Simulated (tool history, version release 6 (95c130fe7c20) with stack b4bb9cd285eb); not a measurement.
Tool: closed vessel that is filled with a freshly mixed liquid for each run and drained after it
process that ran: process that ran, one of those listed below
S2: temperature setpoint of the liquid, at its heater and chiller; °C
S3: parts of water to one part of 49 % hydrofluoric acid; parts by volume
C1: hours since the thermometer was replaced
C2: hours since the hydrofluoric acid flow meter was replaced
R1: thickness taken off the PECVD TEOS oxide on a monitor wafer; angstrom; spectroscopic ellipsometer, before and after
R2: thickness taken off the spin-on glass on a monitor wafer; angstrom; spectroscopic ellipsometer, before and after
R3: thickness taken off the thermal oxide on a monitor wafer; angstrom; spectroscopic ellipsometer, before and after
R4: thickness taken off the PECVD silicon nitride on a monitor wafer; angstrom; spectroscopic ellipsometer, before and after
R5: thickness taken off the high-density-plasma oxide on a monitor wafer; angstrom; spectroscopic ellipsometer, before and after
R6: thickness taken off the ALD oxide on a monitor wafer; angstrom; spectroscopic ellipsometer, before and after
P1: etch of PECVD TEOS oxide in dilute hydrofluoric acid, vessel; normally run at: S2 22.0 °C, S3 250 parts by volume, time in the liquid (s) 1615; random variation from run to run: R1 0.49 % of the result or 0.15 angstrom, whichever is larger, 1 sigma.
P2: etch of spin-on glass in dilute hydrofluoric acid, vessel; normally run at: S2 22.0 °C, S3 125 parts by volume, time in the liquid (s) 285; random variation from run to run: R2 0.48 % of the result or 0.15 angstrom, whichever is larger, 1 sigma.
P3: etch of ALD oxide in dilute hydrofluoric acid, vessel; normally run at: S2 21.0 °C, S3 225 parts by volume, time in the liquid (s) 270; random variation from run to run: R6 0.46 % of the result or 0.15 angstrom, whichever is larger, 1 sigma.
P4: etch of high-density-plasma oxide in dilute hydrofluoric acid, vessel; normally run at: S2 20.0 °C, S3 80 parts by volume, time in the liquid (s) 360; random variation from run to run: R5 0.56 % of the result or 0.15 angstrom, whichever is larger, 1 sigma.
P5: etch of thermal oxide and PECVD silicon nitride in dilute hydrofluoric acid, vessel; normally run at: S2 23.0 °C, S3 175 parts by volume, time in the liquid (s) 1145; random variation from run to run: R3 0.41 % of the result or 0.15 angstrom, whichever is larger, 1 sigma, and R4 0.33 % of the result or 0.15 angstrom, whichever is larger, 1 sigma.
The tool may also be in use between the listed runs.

{"run": 1, "hour": 3.5, "process that ran": "P1", "S2": 22.0, "S3": 250, "time in the liquid (s)": 1615, "C1": 1596.9, "C2": 1241.0, "R1": 447.74}
{"run": 2, "hour": 8.2, "process that ran": "P1", "S2": 22.0, "S3": 120, "time in the liquid (s)": 1615, "C1": 1601.6, "C2": 1245.7, "R1": 1068.1}
{"run": 3, "hour": 13.8, "process that ran": "P2", "S2": 22.0, "S3": 210, "time in the liquid (s)": 285, "C1": 1607.2, "C2": 1251.3, "R2": 321.18}
{"run": 4, "hour": 19.2, "process that ran": "P1", "S2": 22.0, "S3": 250, "time in the liquid (s)": 1615, "C1": 1612.6, "C2": 1256.7, "R1": 448.5}
{"run": 5, "hour": 22.7, "process that ran": "P5", "S2": 23.0, "S3": 55, "time in the liquid (s)": 1145, "C1": 1616.1, "C2": 1260.2, "R3": 980.57, "R4": 490.27}
{"run": 6, "hour": 26.2, "process that ran": "P5", "S2": 23.0, "S3": 175, "time in the liquid (s)": 1145, "C1": 1619.6, "C2": 1263.7, "R3": 264.93, "R4": 157.51}
{"run": 7, "hour": 31.5, "process that ran": "P1", "S2": 22.0, "S3": 250, "time in the liquid (s)": 1615, "C1": 1624.9, "C2": 1269.0, "R1": 445.85}
{"run": 8, "hour": 35.2, "process that ran": "P2", "S2": 29.5, "S3": 125, "time in the liquid (s)": 285, "C1": 1628.6, "C2": 1272.7, "R2": 791.36}
{"run": 9, "hour": 39.2, "process that ran": "P4", "S2": 25.0, "S3": 80, "time in the liquid (s)": 360, "C1": 1632.6, "C2": 1276.7, "R5": 423.2}
{"run": 10, "hour": 45.3, "process that ran": "P3", "S2": 21.0, "S3": 50, "time in the liquid (s)": 270, "C1": 1638.7, "C2": 1282.8, "R6": 962.57}
{"run": 11, "hour": 51.5, "process that ran": "P4", "S2": 20.0, "S3": 135, "time in the liquid (s)": 360, "C1": 1644.9, "C2": 1289.0, "R5": 193.23}
{"run": 12, "hour": 57.9, "process that ran": "P3", "S2": 21.0, "S3": 225, "time in the liquid (s)": 65, "C1": 1651.3, "C2": 1295.4, "R6": 42.309}
{"run": 13, "hour": 64.7, "process that ran": "P1", "S2": 17.0, "S3": 250, "time in the liquid (s)": 1615, "C1": 1658.1, "C2": 1302.2, "R1": 369.24}
{"run": 14, "hour": 68.1, "process that ran": "P2", "S2": 22.0, "S3": 125, "time in the liquid (s)": 285, "C1": 1661.5, "C2": 1305.6, "R2": 594.96}
{"run": 15, "hour": 72.7, "process that ran": "P1", "S2": 22.0, "S3": 430, "time in the liquid (s)": 1615, "C1": 1666.1, "C2": 1310.2, "R1": 221.56}
{"run": 16, "hour": 76.1, "process that ran": "P1", "S2": 17.0, "S3": 250, "time in the liquid (s)": 2710, "C1": 1669.5, "C2": 1313.6, "R1": 620.58}
{"run": 17, "hour": 80.3, "process that ran": "P2", "S2": 22.0, "S3": 125, "time in the liquid (s)": 555, "C1": 1673.7, "C2": 1317.8, "R2": 1157.1}
{"run": 18, "hour": 86.4, "process that ran": "P1", "S2": 22.0, "S3": 250, "time in the liquid (s)": 30, "C1": 1679.8, "C2": 1323.9, "R1": 8.3964}
{"run": 19, "hour": 91.9, "process that ran": "P5", "S2": 19.5, "S3": 175, "time in the liquid (s)": 1145, "C1": 1685.3, "C2": 1329.4, "R3": 231.72, "R4": 125.52}
{"run": 20, "hour": 95.4, "process that ran": "P4", "S2": 20.0, "S3": 80, "time in the liquid (s)": 635, "C1": 1688.8, "C2": 1332.9, "R5": 602.82}
{"run": 21, "hour": 101.9, "process that ran": "P1", "S2": 22.0, "S3": 415, "time in the liquid (s)": 2790, "C1": 1695.3, "C2": 1339.4, "R1": 401.69}
{"run": 22, "hour": 106.3, "process that ran": "P1", "S2": 22.0, "S3": 250, "time in the liquid (s)": 1615, "C1": 1699.7, "C2": 1343.8, "R1": 449.12}
{"run": 23, "hour": 111.9, "process that ran": "P1", "S2": 22.0, "S3": 250, "time in the liquid (s)": 3165, "C1": 1705.3, "C2": 1349.4, "R1": 887.89}
{"run": 24, "hour": 117.4, "process that ran": "P4", "S2": 20.0, "S3": 80, "time in the liquid (s)": 360, "C1": 1710.8, "C2": 1354.9, "R5": 344.21}
{"run": 25, "hour": 122.9, "process that ran": "P5", "S2": 23.0, "S3": 175, "time in the liquid (s)": 2275, "C1": 1716.3, "C2": 1360.4, "R3": 524.14, "R4": 314.12}
{"run": 26, "hour": 128.8, "process that ran": "P1", "S2": 29.5, "S3": 250, "time in the liquid (s)": 1615, "C1": 1722.2, "C2": 1366.3, "R1": 584.27}
{"run": 27, "hour": 132.1, "process that ran": "P3", "S2": 17.0, "S3": 225, "time in the liquid (s)": 270, "C1": 1725.5, "C2": 1369.6, "R6": 152.28}
{"run": 28, "hour": 137.3, "process that ran": "P3", "S2": 21.0, "S3": 225, "time in the liquid (s)": 270, "C1": 1730.7, "C2": 1374.8, "R6": 175.71}
{"run": 29, "hour": 142.1, "process that ran": "P4", "S2": 20.0, "S3": 80, "time in the liquid (s)": 360, "C1": 1735.5, "C2": 1379.6, "R5": 339.8}
{"run": 30, "hour": 145.6, "process that ran": "P1", "S2": 22.0, "S3": 250, "time in the liquid (s)": 1615, "C1": 1739.0, "C2": 1383.1, "R1": 447.12}
{"run": 31, "hour": 151.5, "process that ran": "P1", "S2": 22.0, "S3": 250, "time in the liquid (s)": 1615, "C1": 1744.9, "C2": 1389.0, "R1": 446.88}
{"run": 32, "hour": 157.6, "process that ran": "P1", "S2": 22.0, "S3": 250, "time in the liquid (s)": 1615, "C1": 1751.0, "C2": 1395.1, "R1": 430.72}
{"run": 33, "hour": 162.3, "process that ran": "P1", "S2": 22.0, "S3": 250, "time in the liquid (s)": 1615, "C1": 1755.7, "C2": 1399.8, "R1": 427.27}
{"run": 34, "hour": 169.0, "process that ran": "P1", "S2": 22.0, "S3": 250, "time in the liquid (s)": 1615, "C1": 1762.4, "C2": 1406.5, "R1": 421.65}
{"run": 35, "hour": 173.3, "process that ran": "P1", "S2": 22.0, "S3": 250, "time in the liquid (s)": 1615, "C1": 1766.7, "C2": 1410.8, "R1": 414.66}
{"run": 36, "hour": 176.6, "process that ran": "P1", "S2": 22.0, "S3": 250, "time in the liquid (s)": 1615, "C1": 1770.0, "C2": 1414.1, "R1": 413.19}
{"run": 37, "hour": 180.8, "process that ran": "P1", "S2": 22.0, "S3": 250, "time in the liquid (s)": 1615, "C1": 1774.2, "C2": 1418.3, "R1": 410.76}
{"run": 38, "hour": 183.9, "process that ran": "P1", "S2": 22.0, "S3": 250, "time in the liquid (s)": 1615, "C1": 1777.3, "C2": 1421.4, "R1": 414.03}
{"run": 39, "hour": 188.6, "process that ran": "P1", "S2": 22.0, "S3": 250, "time in the liquid (s)": 1615, "C1": 1782.0, "C2": 1426.1, "R1": 410.31}
{"run": 40, "hour": 194.5, "process that ran": "P1", "S2": 22.0, "S3": 250, "time in the liquid (s)": 1615, "C1": 1787.9, "C2": 1432.0, "R1": 408.2}
{"run": 41, "hour": 198.4, "process that ran": "P1", "S2": 22.0, "S3": 250, "time in the liquid (s)": 1615, "C1": 1791.8, "C2": 1435.9, "R1": 409.33}
{"run": 42, "hour": 202.8, "process that ran": "P1", "S2": 22.0, "S3": 250, "time in the liquid (s)": 1615, "C1": 1796.2, "C2": 1440.3, "R1": 413.59}

What P1 gives has crept away from where it was. These 2 causes fit the log equally well, each at the size given:
A: hydrofluoric acid flow below the setpoint (%) = 6.95
B: liquid colder than its thermometer reads (K) = 2.43
The creep began at about hour 151.5.

4 check runs are offered, one wafer each, their results left as question marks. Which one tells the causes apart?
{"run": "check 1", "hour": 207.2, "process that ran": "P4", "S2": 25.0, "S3": 130, "time in the liquid (s)": 360, "R5": "?"}
{"run": "check 2", "hour": 207.2, "process that ran": "P3", "S2": 17.0, "S3": 225, "time in the liquid (s)": 270, "R6": "?"}
{"run": "check 3", "hour": 207.2, "process that ran": "P2", "S2": 29.0, "S3": 175, "time in the liquid (s)": 285, "R2": "?"}
{"run": "check 4", "hour": 207.2, "process that ran": "P5", "S2": 23.0, "S3": 175, "time in the liquid (s)": 2155, "R3": "?", "R4": "?"}

What each check would give under each cause:
check=check_1 result=R5 if_A=223.41 if_B=221.02
check=check_2 result=R6 if_A=138.180 if_B=136.810
check=check_3 result=R2 if_A=477.40 if_B=477.59
check=check_4 result=R3 if_A=458.65 if_B=455.26
check=check_4 result=R4 if_A=276.71 if_B=253.57
How far apart the two closest causes lie, in the result that separates them most: check 1 1.08 %; check 2 1 %; check 3 0.04 %; check 4 8.73 %
Check 4 tells the causes apart: in the others they would give nearly the same result.

Check 4 was then run and gave: R3 454.43 angstrom; R4 252.68 angstrom. Which cause is it?

It is B: liquid colder than its thermometer reads (K).

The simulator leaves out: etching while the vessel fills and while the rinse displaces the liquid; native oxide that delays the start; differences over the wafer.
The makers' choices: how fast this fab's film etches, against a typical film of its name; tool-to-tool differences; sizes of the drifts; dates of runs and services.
